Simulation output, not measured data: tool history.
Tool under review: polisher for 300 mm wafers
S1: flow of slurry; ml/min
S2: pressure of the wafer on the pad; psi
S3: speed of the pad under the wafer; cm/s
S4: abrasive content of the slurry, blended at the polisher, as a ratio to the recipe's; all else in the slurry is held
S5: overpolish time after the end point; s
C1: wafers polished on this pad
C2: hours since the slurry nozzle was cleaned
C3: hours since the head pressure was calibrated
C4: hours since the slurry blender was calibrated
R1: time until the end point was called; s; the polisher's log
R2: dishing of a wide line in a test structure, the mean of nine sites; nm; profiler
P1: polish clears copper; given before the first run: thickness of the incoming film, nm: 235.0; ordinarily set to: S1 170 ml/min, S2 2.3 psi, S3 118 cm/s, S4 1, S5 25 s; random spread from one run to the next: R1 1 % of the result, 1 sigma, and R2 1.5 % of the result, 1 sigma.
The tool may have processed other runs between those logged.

Run 1, day 0.146: S1 170 ml/min, S2 2.3 psi, S3 118 cm/s, S4 1, S5 25 s; C1 345; C2 119.4; C3 764.2; C4 27.4. Result: R1 82.114 s, R2 48.184 nm.
Run 2, day 0.421: S1 170 ml/min, S2 2.3 psi, S3 118 cm/s, S4 1, S5 25 s; C1 416; C2 126; C3 770.8; C4 34. Result: R1 81.982 s, R2 47.987 nm.
Run 3, day 0.646: S1 170 ml/min, S2 2.3 psi, S3 178 cm/s, S4 1, S5 25 s; C1 474; C2 131.4; C3 776.2; C4 39.4. Result: R1 55.054 s, R2 64.857 nm.
Run 4, day 0.825: S1 170 ml/min, S2 2.3 psi, S3 118 cm/s, S4 1, S5 25 s; C1 520; C2 135.7; C3 780.5; C4 43.7. Result: R1 83.63 s, R2 47.347 nm.
Run 5, day 1.021: S1 170 ml/min, S2 2.3 psi, S3 74 cm/s, S4 1, S5 25 s; C1 570; C2 140.4; C3 785.2; C4 48.4. Result: R1 131.02 s, R2 32.608 nm.
Run 6, day 1.267: S1 170 ml/min, S2 2.3 psi, S3 118 cm/s, S4 1, S5 8 s; C1 634; C2 146.3; C3 791.1; C4 54.3. Result: R1 82.132 s, R2 18.02 nm.
Run 7, day 1.525: S1 100 ml/min, S2 2.3 psi, S3 118 cm/s, S4 1, S5 25 s; C1 700; C2 152.5; C3 797.3; C4 60.5. Result: R1 91.366 s, R2 44.753 nm.
Run 8, day 1.692: S1 170 ml/min, S2 3.6 psi, S3 118 cm/s, S4 1, S5 25 s; C1 743; C2 156.5; C3 801.3; C4 64.5. Result: R1 52.337 s, R2 71.598 nm.
Run 9, day 1.888: S1 170 ml/min, S2 2.3 psi, S3 118 cm/s, S4 1, S5 25 s; C1 793; C2 161.2; C3 806; C4 69.2. Result: R1 82.243 s, R2 47.766 nm.
Run 10, day 2.188: S1 265 ml/min, S2 2.3 psi, S3 118 cm/s, S4 1, S5 25 s; C1 871; C2 168.4; C3 813.2; C4 76.4. Result: R1 77.242 s, R2 50.574 nm.
Run 11, day 2.375: S1 170 ml/min, S2 2.3 psi, S3 152 cm/s, S4 1.4, S5 25 s; C1 919; C2 172.9; C3 817.7; C4 80.9. Result: R1 59.458 s, R2 60.814 nm.
Run 12, day 2.671: S1 170 ml/min, S2 1.6 psi, S3 118 cm/s, S4 1, S5 25 s; C1 995; C2 180; C3 824.8; C4 88. Result: R1 119.75 s, R2 34.229 nm.
Run 13, day 2.892: S1 170 ml/min, S2 2.3 psi, S3 118 cm/s, S4 1, S5 25 s; C1 1052; C2 185.3; C3 830.1; C4 93.3. Result: R1 82.292 s, R2 47.214 nm.
Run 14, day 3.083: S1 170 ml/min, S2 2.3 psi, S3 118 cm/s, S4 1, S5 40 s; C1 1101; C2 189.9; C3 834.7; C4 97.9. Result: R1 83.906 s, R2 67.913 nm.
At day 3.167: slurry blender recalibrated.
Run 15, day 3.342: S1 170 ml/min, S2 2.3 psi, S3 118 cm/s, S4 1.25, S5 25 s; C1 1168; C2 196.1; C3 840.9; C4 4.2. Result: R1 77.54 s, R2 51.453 nm.
Run 16, day 3.583: S1 170 ml/min, S2 2.3 psi, S3 118 cm/s, S4 0.55, S5 25 s; C1 1230; C2 201.9; C3 846.7; C4 10. Result: R1 92.657 s, R2 42.572 nm.
Run 17, day 3.767: S1 170 ml/min, S2 2.3 psi, S3 118 cm/s, S4 0.7, S5 43 s; C1 1277; C2 206.3; C3 851.1; C4 14.4. Result: R1 88.957 s, R2 68.055 nm.
Run 18, day 3.917: S1 170 ml/min, S2 2.3 psi, S3 118 cm/s, S4 1, S5 25 s; C1 1316; C2 209.9; C3 854.7; C4 18. Result: R1 81.413 s, R2 46.928 nm.
Run 19, day 4.067: S1 170 ml/min, S2 2.3 psi, S3 118 cm/s, S4 1, S5 25 s; C1 1354; C2 213.5; C3 858.3; C4 21.6. Result: R1 83.477 s, R2 48.415 nm.
Run 20, day 4.212: S1 170 ml/min, S2 2.3 psi, S3 118 cm/s, S4 1, S5 25 s; C1 1392; C2 217; C3 861.8; C4 25.1. Result: R1 85.512 s, R2 46.109 nm.
Run 21, day 4.45: S1 170 ml/min, S2 2.3 psi, S3 118 cm/s, S4 1, S5 25 s; C1 1453; C2 222.7; C3 867.5; C4 30.8. Result: R1 87.843 s, R2 45.614 nm.
Run 22, day 4.646: S1 170 ml/min, S2 2.3 psi, S3 118 cm/s, S4 1, S5 25 s; C1 1503; C2 227.4; C3 872.2; C4 35.5. Result: R1 88.838 s, R2 46.076 nm.
Run 23, day 4.833: S1 170 ml/min, S2 2.3 psi, S3 118 cm/s, S4 1, S5 25 s; C1 1551; C2 231.9; C3 876.7; C4 40. Result: R1 90.785 s, R2 45.346 nm.
Run 24, day 5.042: S1 170 ml/min, S2 2.3 psi, S3 118 cm/s, S4 1, S5 25 s; C1 1605; C2 236.9; C3 881.7; C4 45. Result: R1 88.711 s, R2 46.007 nm.
At day 5.088: head pressure recalibrated.
Run 25, day 5.304: S1 170 ml/min, S2 2.3 psi, S3 118 cm/s, S4 1, S5 25 s; C1 1673; C2 243.2; C3 5.2; C4 51.3. Result: R1 88.808 s, R2 45.768 nm.
At day 5.442: slurry blender recalibrated.
Run 26, day 5.479: S1 170 ml/min, S2 2.3 psi, S3 118 cm/s, S4 1, S5 25 s; C1 1718; C2 247.4; C3 9.4; C4 0.9. Result: R1 89.154 s, R2 44.714 nm.
Run 27, day 5.704: S1 170 ml/min, S2 2.3 psi, S3 118 cm/s, S4 1, S5 25 s; C1 1776; C2 252.8; C3 14.8; C4 6.3. Result: R1 90.097 s, R2 44.192 nm.
Run 28, day 5.992: S1 170 ml/min, S2 2.3 psi, S3 118 cm/s, S4 1, S5 25 s; C1 1850; C2 259.7; C3 21.7; C4 13.2. Result: R1 90.15 s, R2 44.754 nm.

What P1 gives has crept off from where it sat before. The 2 causes that follow fit the log equally well, each at the size noted:
A: slurry flow missing at the pad, % = 38.9
B: removal rate lost through wear of the pad, % = 9.23
The creep began at about day 3.917.
Why every other cause is out:
head's pressure below its setpoint, %: its service at day 5.088 followed the start of the drift and did not put the process back to its old value
abrasive missing from the slurry, %: its service at day 5.442 followed the start of the drift and did not put the process back to its old value

Of the 4 check runs below, each run on 5 wafers with the results averaged and each result still a question mark, which one would tell the listed causes apart?
Run check 1, day 6.279: S1 115 ml/min, S2 2.3 psi, S3 92 cm/s, S4 1, S5 25 s. Result: R1 ?, R2 ?.
Run check 2, day 6.279: S1 170 ml/min, S2 2.3 psi, S3 94 cm/s, S4 0.75, S5 25 s. Result: R1 ?, R2 ?.
Run check 3, day 6.279: S1 170 ml/min, S2 2.3 psi, S3 118 cm/s, S4 1, S5 13 s. Result: R1 ?, R2 ?.
Run check 4, day 6.279: S1 170 ml/min, S2 3.5 psi, S3 118 cm/s, S4 1, S5 8 s. Result: R1 ?, R2 ?.

What every check run would give for each of its results, assuming each possible cause in turn:
  check  result    if A    if B
check 1      R1  130.57  125.44
check 1      R2   33.14  34.303
check 2      R1  121.23  121.24
check 2      R2  35.317  35.316
check 3      R1  90.899  90.903
check 3      R2  25.634  25.633
check 4      R1  59.734  59.737
check 4      R2  24.545  24.544
How far apart the two closest causes lie, in the result that separates them most: check 1 4.01 %; check 2 0 %; check 3 0 %; check 4 0 %
The causes can be told apart only by check 1. The other checks would give nearly the same results under each of them.

Check 1 was carried out, with these results: R1 124.91 s; R2 33.975 nm. Which of the listed causes is responsible?

B is the cause: removal rate lost through wear of the pad, %.
